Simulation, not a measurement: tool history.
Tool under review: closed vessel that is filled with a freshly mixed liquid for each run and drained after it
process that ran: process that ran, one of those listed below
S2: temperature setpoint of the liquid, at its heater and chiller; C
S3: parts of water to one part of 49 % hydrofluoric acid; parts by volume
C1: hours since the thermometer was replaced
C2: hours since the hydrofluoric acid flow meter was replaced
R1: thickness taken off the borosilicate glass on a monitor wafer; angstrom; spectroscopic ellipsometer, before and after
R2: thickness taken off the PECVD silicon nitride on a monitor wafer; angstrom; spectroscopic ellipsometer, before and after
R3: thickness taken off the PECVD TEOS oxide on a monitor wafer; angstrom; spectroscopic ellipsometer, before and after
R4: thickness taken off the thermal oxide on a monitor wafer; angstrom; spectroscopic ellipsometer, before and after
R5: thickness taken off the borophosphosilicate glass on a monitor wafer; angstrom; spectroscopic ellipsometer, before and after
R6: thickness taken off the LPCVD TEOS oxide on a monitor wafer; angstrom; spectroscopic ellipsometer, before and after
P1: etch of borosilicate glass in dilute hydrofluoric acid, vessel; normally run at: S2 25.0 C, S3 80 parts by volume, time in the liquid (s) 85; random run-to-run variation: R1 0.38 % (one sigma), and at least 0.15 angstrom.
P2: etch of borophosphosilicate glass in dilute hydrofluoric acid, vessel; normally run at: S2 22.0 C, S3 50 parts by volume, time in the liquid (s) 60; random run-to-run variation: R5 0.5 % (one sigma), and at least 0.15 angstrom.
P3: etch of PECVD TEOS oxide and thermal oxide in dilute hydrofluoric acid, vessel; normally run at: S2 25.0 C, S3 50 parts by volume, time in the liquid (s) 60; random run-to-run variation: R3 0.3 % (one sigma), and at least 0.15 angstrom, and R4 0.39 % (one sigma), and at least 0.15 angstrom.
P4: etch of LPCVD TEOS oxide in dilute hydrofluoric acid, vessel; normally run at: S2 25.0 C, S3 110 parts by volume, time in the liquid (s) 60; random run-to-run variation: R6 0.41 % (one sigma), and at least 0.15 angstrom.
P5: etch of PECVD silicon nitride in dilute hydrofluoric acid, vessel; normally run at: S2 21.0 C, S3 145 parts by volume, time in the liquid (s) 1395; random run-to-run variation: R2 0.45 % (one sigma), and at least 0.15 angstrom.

run 1 hour=16.2 | process_that_ran=P1 S2=25.0 S3=80 time_in_the_liquid_(s)=85 | C1=1648.0 C2=132.1 | R1=381.500
run 2 hour=26.4 | process_that_ran=P5 S2=17.0 S3=145 time_in_the_liquid_(s)=1395 | C1=1658.2 C2=142.3 | R2=191.33
run 3 hour=42.9 | process_that_ran=P5 S2=21.0 S3=145 time_in_the_liquid_(s)=1395 | C1=1674.7 C2=158.8 | R2=250.17
run 4 hour=52.7 | process_that_ran=P1 S2=25.0 S3=115 time_in_the_liquid_(s)=85 | C1=1684.5 C2=168.6 | R1=254.630
run 5 hour=66.5 | process_that_ran=P1 S2=30.5 S3=125 time_in_the_liquid_(s)=85 | C1=1698.3 C2=182.4 | R1=286.430
run 6 hour=81.2 | process_that_ran=P3 S2=25.0 S3=50 time_in_the_liquid_(s)=60 | C1=1713.0 C2=197.1 | R3=167.070 R4=61.625
run 7 hour=97.4 | process_that_ran=P5 S2=21.0 S3=260 time_in_the_liquid_(s)=1395 | C1=1729.2 C2=213.3 | R2=142.30
run 8 hour=105.2 | process_that_ran=P2 S2=17.0 S3=50 time_in_the_liquid_(s)=60 | C1=1737.0 C2=221.1 | R5=362.57
run 9 hour=120.1 | process_that_ran=P4 S2=29.0 S3=110 time_in_the_liquid_(s)=60 | C1=1751.9 C2=236.0 | R6=210.900
run 10 hour=133.3 | process_that_ran=P1 S2=30.0 S3=80 time_in_the_liquid_(s)=85 | C1=1765.1 C2=249.2 | R1=464.850
run 11 hour=148.7 | process_that_ran=P5 S2=21.0 S3=145 time_in_the_liquid_(s)=2625 | C1=1780.5 C2=264.6 | R2=471.86
run 12 hour=162.6 | process_that_ran=P2 S2=22.0 S3=50 time_in_the_liquid_(s)=60 | C1=1794.4 C2=278.5 | R5=446.69
run 13 hour=179.1 | process_that_ran=P1 S2=25.0 S3=80 time_in_the_liquid_(s)=85 | C1=1810.9 C2=295.0 | R1=380.120
run 14 hour=188.5 | process_that_ran=P3 S2=21.5 S3=50 time_in_the_liquid_(s)=60 | C1=1820.3 C2=304.4 | R3=145.010 R4=53.001
run 15 hour=201.2 | process_that_ran=P1 S2=25.0 S3=120 time_in_the_liquid_(s)=30 | C1=1833.0 C2=317.1 | R1=86.215
run 16 hour=212.9 | process_that_ran=P4 S2=25.0 S3=110 time_in_the_liquid_(s)=30 | C1=1844.7 C2=328.8 | R6=90.819
run 17 hour=224.8 | process_that_ran=P3 S2=25.0 S3=50 time_in_the_liquid_(s)=30 | C1=1856.6 C2=340.7 | R3=83.958 R4=30.659
run 18 hour=240.5 | process_that_ran=P5 S2=21.0 S3=145 time_in_the_liquid_(s)=1395 | C1=1872.3 C2=356.4 | R2=250.14
run 19 hour=249.3 | process_that_ran=P1 S2=25.0 S3=20 time_in_the_liquid_(s)=85 | C1=1881.1 C2=365.2 | R1=1651.100
run 20 hour=263.8 | process_that_ran=P2 S2=22.0 S3=50 time_in_the_liquid_(s)=60 | C1=1895.6 C2=379.7 | R5=439.77
run 21 hour=271.0 | process_that_ran=P1 S2=25.0 S3=80 time_in_the_liquid_(s)=85 | C1=1902.8 C2=386.9 | R1=381.210
run 22 hour=280.6 | process_that_ran=P4 S2=25.0 S3=110 time_in_the_liquid_(s)=60 | C1=1912.4 C2=396.5 | R6=182.160
run 23 hour=294.5 | process_that_ran=P1 S2=25.0 S3=80 time_in_the_liquid_(s)=40 | C1=1926.3 C2=410.4 | R1=179.860
run 24 hour=304.9 | process_that_ran=P1 S2=25.0 S3=110 time_in_the_liquid_(s)=135 | C1=1936.7 C2=420.8 | R1=425.210
run 25 hour=320.3 | process_that_ran=P3 S2=25.0 S3=20 time_in_the_liquid_(s)=60 | C1=1952.1 C2=436.2 | R3=439.550 R4=159.640
run 26 hour=335.0 | process_that_ran=P3 S2=25.0 S3=50 time_in_the_liquid_(s)=60 | C1=1966.8 C2=450.9 | R3=166.690 R4=61.354
run 27 hour=350.9 | process_that_ran=P1 S2=25.0 S3=80 time_in_the_liquid_(s)=85 | C1=1982.7 C2=466.8 | R1=383.140
run 28 hour=363.2 | process_that_ran=P1 S2=25.0 S3=80 time_in_the_liquid_(s)=145 | C1=1995.0 C2=479.1 | R1=653.680
run 29 hour=372.1 | process_that_ran=P4 S2=25.0 S3=160 time_in_the_liquid_(s)=60 | C1=2003.9 C2=488.0 | R6=117.180
run 30 hour=386.5 | process_that_ran=P1 S2=25.0 S3=80 time_in_the_liquid_(s)=85 | C1=2018.3 C2=502.4 | R1=382.120
run 31 hour=400.6 | process_that_ran=P1 S2=20.0 S3=80 time_in_the_liquid_(s)=85 | C1=2032.4 C2=516.5 | R1=311.350
run 32 hour=409.5 | process_that_ran=P2 S2=22.0 S3=50 time_in_the_liquid_(s)=105 | C1=2041.3 C2=525.4 | R5=780.50
run 33 hour=422.1 | process_that_ran=P2 S2=22.0 S3=20 time_in_the_liquid_(s)=60 | C1=2053.9 C2=538.0 | R5=1165.00
run 34 hour=436.0 | process_that_ran=P1 S2=25.0 S3=80 time_in_the_liquid_(s)=85 | C1=2067.8 C2=551.9 | R1=380.280
run 35 hour=451.3 | process_that_ran=P1 S2=25.0 S3=80 time_in_the_liquid_(s)=85 | C1=2083.1 C2=567.2 | R1=399.360
run 36 hour=459.6 | process_that_ran=P1 S2=25.0 S3=80 time_in_the_liquid_(s)=85 | C1=2091.4 C2=575.5 | R1=405.450
run 37 hour=475.9 | process_that_ran=P1 S2=25.0 S3=80 time_in_the_liquid_(s)=85 | C1=2107.7 C2=591.8 | R1=411.130
run 38 hour=483.2 | process_that_ran=P1 S2=25.0 S3=80 time_in_the_liquid_(s)=85 | C1=2115.0 C2=599.1 | R1=416.470
run 39 hour=491.3 | process_that_ran=P1 S2=25.0 S3=80 time_in_the_liquid_(s)=85 | C1=2123.1 C2=607.2 | R1=415.310
run 40 hour=500.7 | process_that_ran=P1 S2=25.0 S3=80 time_in_the_liquid_(s)=85 | C1=2132.5 C2=616.6 | R1=416.050

Predict the results of run 41:
run 41 hour=509.2 | process_that_ran=P1 S2=25.0 S3=80 time_in_the_liquid_(s)=85 | C1=2141.0 C2=625.1 | R1=?

{"run 41": {"R1": 417.29}}
